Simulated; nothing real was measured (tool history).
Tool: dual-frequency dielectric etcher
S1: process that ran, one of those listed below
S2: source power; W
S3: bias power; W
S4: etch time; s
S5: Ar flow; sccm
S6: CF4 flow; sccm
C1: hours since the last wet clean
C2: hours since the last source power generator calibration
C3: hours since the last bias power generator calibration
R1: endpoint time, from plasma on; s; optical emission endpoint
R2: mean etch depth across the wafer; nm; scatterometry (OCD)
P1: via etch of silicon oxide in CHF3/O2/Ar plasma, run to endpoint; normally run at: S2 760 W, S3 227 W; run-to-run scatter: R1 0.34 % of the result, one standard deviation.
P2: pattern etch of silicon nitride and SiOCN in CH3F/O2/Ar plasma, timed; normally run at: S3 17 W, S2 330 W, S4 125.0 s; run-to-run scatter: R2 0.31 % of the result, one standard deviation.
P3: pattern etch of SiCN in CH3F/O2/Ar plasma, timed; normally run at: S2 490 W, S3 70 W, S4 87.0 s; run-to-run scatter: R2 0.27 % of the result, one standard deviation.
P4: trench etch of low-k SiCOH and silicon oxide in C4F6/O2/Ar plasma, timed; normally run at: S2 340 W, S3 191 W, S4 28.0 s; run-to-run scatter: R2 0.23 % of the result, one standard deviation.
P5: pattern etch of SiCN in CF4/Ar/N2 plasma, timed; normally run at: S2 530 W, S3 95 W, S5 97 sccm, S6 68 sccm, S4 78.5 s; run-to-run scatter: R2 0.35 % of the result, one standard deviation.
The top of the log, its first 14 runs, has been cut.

{"run": 15, "hour": 60.1, "S1": "P2", "S2": 330, "S3": 17, "S4": 125.0, "C1": 124.8, "C2": 1529.2, "C3": 1661.1, "R2": 13.813}
{"run": 16, "hour": 64.8, "S1": "P5", "S2": 530, "S3": 95, "S4": 78.5, "S5": 97, "S6": 68, "C1": 129.5, "C2": 1533.9, "C3": 1665.8, "R2": 85.601}
{"run": 17, "hour": 67.7, "S1": "P1", "S2": 760, "S3": 227, "C1": 132.4, "C2": 1536.8, "C3": 1668.7, "R1": 218.82}
{"run": 18, "hour": 72.5, "S1": "P4", "S2": 340, "S3": 191, "S4": 28.0, "C1": 137.2, "C2": 1541.6, "C3": 1673.5, "R2": 81.641}
{"run": 19, "hour": 75.8, "S1": "P2", "S2": 260, "S3": 17, "S4": 125.0, "C1": 140.5, "C2": 1544.9, "C3": 1676.8, "R2": 12.695}
{"run": 20, "hour": 81.7, "S1": "P5", "S2": 530, "S3": 95, "S4": 43.0, "S5": 97, "S6": 68, "C1": 146.4, "C2": 1550.8, "C3": 1682.7, "R2": 46.795}
{"run": 21, "hour": 84.9, "S1": "P4", "S2": 270, "S3": 191, "S4": 28.0, "C1": 149.6, "C2": 1554.0, "C3": 1685.9, "R2": 74.477}
{"run": 22, "hour": 89.3, "S1": "P3", "S2": 490, "S3": 70, "S4": 87.0, "C1": 154.0, "C2": 1558.4, "C3": 1690.3, "R2": 34.316}
{"run": 23, "hour": 95.4, "S1": "P5", "S2": 530, "S3": 95, "S4": 78.5, "S5": 68, "S6": 68, "C1": 160.1, "C2": 1564.5, "C3": 1696.4, "R2": 90.019}
{"run": 24, "hour": 101.4, "S1": "P1", "S2": 580, "S3": 160, "C1": 166.1, "C2": 1570.5, "C3": 1702.4, "R1": 273.69}
{"run": 25, "hour": 105.2, "S1": "P3", "S2": 490, "S3": 51, "S4": 87.0, "C1": 169.9, "C2": 1574.3, "C3": 1706.2, "R2": 30.93}
{"run": 26, "hour": 108.1, "S1": "P1", "S2": 610, "S3": 166, "C1": 172.8, "C2": 1577.2, "C3": 1709.1, "R1": 265.25}
{"run": 27, "hour": 111.1, "S1": "P4", "S2": 340, "S3": 191, "S4": 35.0, "C1": 175.8, "C2": 1580.2, "C3": 1712.1, "R2": 102.44}
{"run": 28, "hour": 115.2, "S1": "P3", "S2": 390, "S3": 70, "S4": 87.0, "C1": 179.9, "C2": 1584.3, "C3": 1716.2, "R2": 31.375}
{"run": 29, "hour": 118.1, "S1": "P4", "S2": 340, "S3": 138, "S4": 28.0, "C1": 182.8, "C2": 1587.2, "C3": 1719.1, "R2": 73.826}
{"run": 30, "hour": 122.1, "S1": "P2", "S2": 330, "S3": 17, "S4": 80.0, "C1": 186.8, "C2": 1591.2, "C3": 1723.1, "R2": 8.8159}
{"run": 31, "hour": 126.6, "S1": "P4", "S2": 340, "S3": 191, "S4": 28.0, "C1": 191.3, "C2": 1595.7, "C3": 1727.6, "R2": 81.306}
{"run": 32, "hour": 132.5, "S1": "P1", "S2": 760, "S3": 227, "C1": 197.2, "C2": 1601.6, "C3": 1733.5, "R1": 218.79}

The next listed run, before its measurement:
{"run": 33, "hour": 136.6, "S1": "P1", "S2": 760, "S3": 227, "C1": 201.3, "C2": 1605.7, "C3": 1737.6, "R1": "?"}

R1: 218.05 s
